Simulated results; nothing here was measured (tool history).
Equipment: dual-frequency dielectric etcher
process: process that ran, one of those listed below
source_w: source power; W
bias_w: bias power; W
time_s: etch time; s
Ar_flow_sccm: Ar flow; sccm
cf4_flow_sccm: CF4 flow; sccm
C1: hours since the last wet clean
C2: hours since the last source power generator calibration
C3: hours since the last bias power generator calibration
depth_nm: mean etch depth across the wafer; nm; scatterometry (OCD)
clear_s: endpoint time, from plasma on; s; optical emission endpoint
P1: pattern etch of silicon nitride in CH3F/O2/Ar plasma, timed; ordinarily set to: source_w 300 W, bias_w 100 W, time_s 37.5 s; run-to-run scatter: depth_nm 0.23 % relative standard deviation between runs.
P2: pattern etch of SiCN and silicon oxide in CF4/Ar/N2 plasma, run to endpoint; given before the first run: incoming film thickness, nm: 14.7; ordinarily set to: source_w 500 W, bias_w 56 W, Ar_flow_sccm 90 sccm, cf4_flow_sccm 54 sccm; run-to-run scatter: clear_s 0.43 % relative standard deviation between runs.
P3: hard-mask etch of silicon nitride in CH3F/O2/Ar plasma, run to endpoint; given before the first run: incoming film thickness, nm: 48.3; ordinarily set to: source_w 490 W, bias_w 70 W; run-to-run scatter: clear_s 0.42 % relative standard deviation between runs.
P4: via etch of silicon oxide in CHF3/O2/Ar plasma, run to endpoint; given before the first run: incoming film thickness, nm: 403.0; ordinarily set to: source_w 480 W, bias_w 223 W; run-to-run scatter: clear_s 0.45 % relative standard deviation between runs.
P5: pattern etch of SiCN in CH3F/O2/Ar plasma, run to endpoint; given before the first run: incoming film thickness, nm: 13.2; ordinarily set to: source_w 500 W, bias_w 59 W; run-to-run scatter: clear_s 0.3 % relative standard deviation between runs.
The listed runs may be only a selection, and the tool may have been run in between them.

run 1 hour=9.3 | process=P1 source_w=300 bias_w=100 time_s=37.5 | C1=283.9 C2=458.2 C3=1132.5 | depth_nm=26.987
run 2 hour=24.5 | process=P1 source_w=300 bias_w=100 time_s=37.5 | C1=299.1 C2=473.4 C3=1147.7 | depth_nm=26.882
run 3 hour=37.3 | process=P1 source_w=190 bias_w=100 time_s=37.5 | C1=311.9 C2=486.2 C3=1160.5 | depth_nm=22.794
run 4 hour=52.6 | process=P1 source_w=370 bias_w=100 time_s=37.5 | C1=327.2 C2=501.5 C3=1175.8 | depth_nm=29.132
run 5 hour=64.1 | process=P5 source_w=500 bias_w=59 | C1=338.7 C2=513.0 C3=1187.3 | clear_s=35.740
run 6 hour=73.4 | process=P4 source_w=660 bias_w=223 | C1=348.0 C2=522.3 C3=1196.6 | clear_s=176.920
run 7 hour=80.9 | process=P4 source_w=480 bias_w=152 | C1=355.5 C2=529.8 C3=1204.1 | clear_s=230.010
run 8 hour=92.7 | process=P2 source_w=500 bias_w=56 Ar_flow_sccm=90 cf4_flow_sccm=42 | C1=367.3 C2=541.6 C3=1215.9 | clear_s=18.866
run 9 hour=104.7 | process=P3 source_w=490 bias_w=70 | C1=379.3 C2=553.6 C3=1227.9 | clear_s=63.288
run 10 hour=116.1 | process=P1 source_w=300 bias_w=100 time_s=24.5 | C1=390.7 C2=565.0 C3=1239.3 | depth_nm=17.670
run 11 hour=128.2 | process=P1 source_w=300 bias_w=100 time_s=37.5 | C1=402.8 C2=577.1 C3=1251.4 | depth_nm=27.101
run 12 hour=143.1 | process=P5 source_w=500 bias_w=42 | C1=417.7 C2=592.0 C3=1266.3 | clear_s=39.763
run 13 hour=153.3 | process=P1 source_w=300 bias_w=68 time_s=37.5 | C1=427.9 C2=602.2 C3=1276.5 | depth_nm=23.492
run 14 hour=163.5 | process=P2 source_w=500 bias_w=56 Ar_flow_sccm=122 cf4_flow_sccm=54 | C1=438.1 C2=612.4 C3=1286.7 | clear_s=19.172
run 15 hour=172.5 | process=P1 source_w=300 bias_w=100 time_s=37.5 | C1=447.1 C2=621.4 C3=1295.7 | depth_nm=27.064
run 16 hour=184.6 | process=P2 source_w=500 bias_w=56 Ar_flow_sccm=90 cf4_flow_sccm=54 | C1=459.2 C2=633.5 C3=1307.8 | clear_s=18.173
run 17 hour=194.2 | process=P1 source_w=380 bias_w=100 time_s=29.5 | C1=468.8 C2=643.1 C3=1317.4 | depth_nm=23.164
run 18 hour=208.1 | process=P1 source_w=300 bias_w=100 time_s=37.5 | C1=482.7 C2=657.0 C3=1331.3 | depth_nm=27.080
run 19 hour=218.1 | process=P4 source_w=480 bias_w=223 | C1=492.7 C2=667.0 C3=1341.3 | clear_s=200.060
run 20 hour=232.2 | process=P2 source_w=320 bias_w=56 Ar_flow_sccm=90 cf4_flow_sccm=54 | C1=506.8 C2=681.1 C3=1355.4 | clear_s=26.784
run 21 hour=241.9 | process=P5 source_w=500 bias_w=59 | C1=516.5 C2=690.8 C3=1365.1 | clear_s=35.751
run 22 hour=253.3 | process=P1 source_w=300 bias_w=100 time_s=46.0 | C1=527.9 C2=702.2 C3=1376.5 | depth_nm=33.117
run 23 hour=266.9 | process=P3 source_w=490 bias_w=99 | C1=541.5 C2=715.8 C3=1390.1 | clear_s=56.099
run 24 hour=277.8 | process=P1 source_w=300 bias_w=130 time_s=37.5 | C1=552.4 C2=726.7 C3=1401.0 | depth_nm=29.893
run 25 hour=290.2 | process=P1 source_w=300 bias_w=100 time_s=37.5 | C1=564.8 C2=739.1 C3=1413.4 | depth_nm=26.897
run 26 hour=297.6 | process=P5 source_w=650 bias_w=59 | C1=572.2 C2=746.5 C3=1420.8 | clear_s=32.353
run 27 hour=311.0 | process=P3 source_w=660 bias_w=70 | C1=585.6 C2=759.9 C3=1434.2 | clear_s=55.712
run 28 hour=318.3 | process=P2 source_w=500 bias_w=75 Ar_flow_sccm=90 cf4_flow_sccm=54 | C1=592.9 C2=767.2 C3=1441.5 | clear_s=16.457
run 29 hour=332.7 | process=P2 source_w=500 bias_w=56 Ar_flow_sccm=90 cf4_flow_sccm=54 | C1=607.3 C2=781.6 C3=1455.9 | clear_s=18.246
run 30 hour=342.4 | process=P1 source_w=300 bias_w=100 time_s=37.5 | C1=617.0 C2=791.3 C3=1465.6 | depth_nm=26.916
run 31 hour=350.9 | process=P1 source_w=300 bias_w=100 time_s=37.5 | C1=625.5 C2=799.8 C3=1474.1 | depth_nm=26.960
run 32 hour=363.0 | process=P1 source_w=300 bias_w=100 time_s=37.5 | C1=637.6 C2=811.9 C3=1486.2 | depth_nm=27.403
run 33 hour=374.1 | process=P1 source_w=300 bias_w=100 time_s=37.5 | C1=648.7 C2=823.0 C3=1497.3 | depth_nm=27.218
run 34 hour=385.7 | process=P1 source_w=300 bias_w=100 time_s=37.5 | C1=660.3 C2=834.6 C3=1508.9 | depth_nm=27.303
run 35 hour=397.3 | process=P1 source_w=300 bias_w=100 time_s=37.5 | C1=671.9 C2=846.2 C3=1520.5 | depth_nm=27.335
run 36 hour=405.6 | process=P1 source_w=300 bias_w=100 time_s=37.5 | C1=680.2 C2=854.5 C3=1528.8 | depth_nm=27.437
-- hour=406.7 wet clean of the chamber
run 37 hour=415.2 | process=P1 source_w=300 bias_w=100 time_s=37.5 | C1=8.6 C2=864.1 C3=1538.4 | depth_nm=27.349
run 38 hour=426.7 | process=P1 source_w=300 bias_w=100 time_s=37.5 | C1=20.1 C2=875.6 C3=1549.9 | depth_nm=27.421
run 39 hour=442.5 | process=P1 source_w=300 bias_w=100 time_s=37.5 | C1=35.9 C2=891.4 C3=1565.7 | depth_nm=27.489
run 40 hour=449.4 | process=P1 source_w=300 bias_w=100 time_s=37.5 | C1=42.8 C2=898.3 C3=1572.6 | depth_nm=27.455

What P1 gives has crept away from where it was. These 2 causes fit the log equally well, each at the size given:
A: bias power that arrives over what is set, % = 4.47
B: source power that arrives over what is set, % = 4.53
Onset of the creep was near hour 342.4.
Ruled out, with reasons:
chamber walls in a state that raises the etch rate, %: serviced at hour 406.7, after the drift had started, without restoring the earlier output

4 check runs are offered, each on 2 wafers whose results are averaged, their results left as question marks. Which one tells the causes apart?
run check 1 hour=456.3 | process=P3 source_w=490 bias_w=70 | clear_s=?
run check 2 hour=456.3 | process=P4 source_w=480 bias_w=223 | clear_s=?
run check 3 hour=456.3 | process=P5 source_w=500 bias_w=59 | clear_s=?
run check 4 hour=456.3 | process=P2 source_w=500 bias_w=56 Ar_flow_sccm=90 cf4_flow_sccm=54 | clear_s=?

Predicted outcomes, by check and by cause:
check=check_1 result=clear_s if_A=62.252 if_B=62.115
check=check_2 result=clear_s if_A=197.000 if_B=196.790
check=check_3 result=clear_s if_A=35.308 if_B=35.222
check=check_4 result=clear_s if_A=17.883 if_B=17.440
Smallest distance between any two causes, each pair judged by its most separating result, in per cent: check 1 0.22 %; check 2 0.11 %; check 3 0.24 %; check 4 2.51 %
Only check 4 tells the causes apart: in the others they would give nearly the same result.

Running check 4 produced the following: clear_s 17.867 s. Which one of the listed causes fits?

It is A: bias power that arrives over what is set, %.
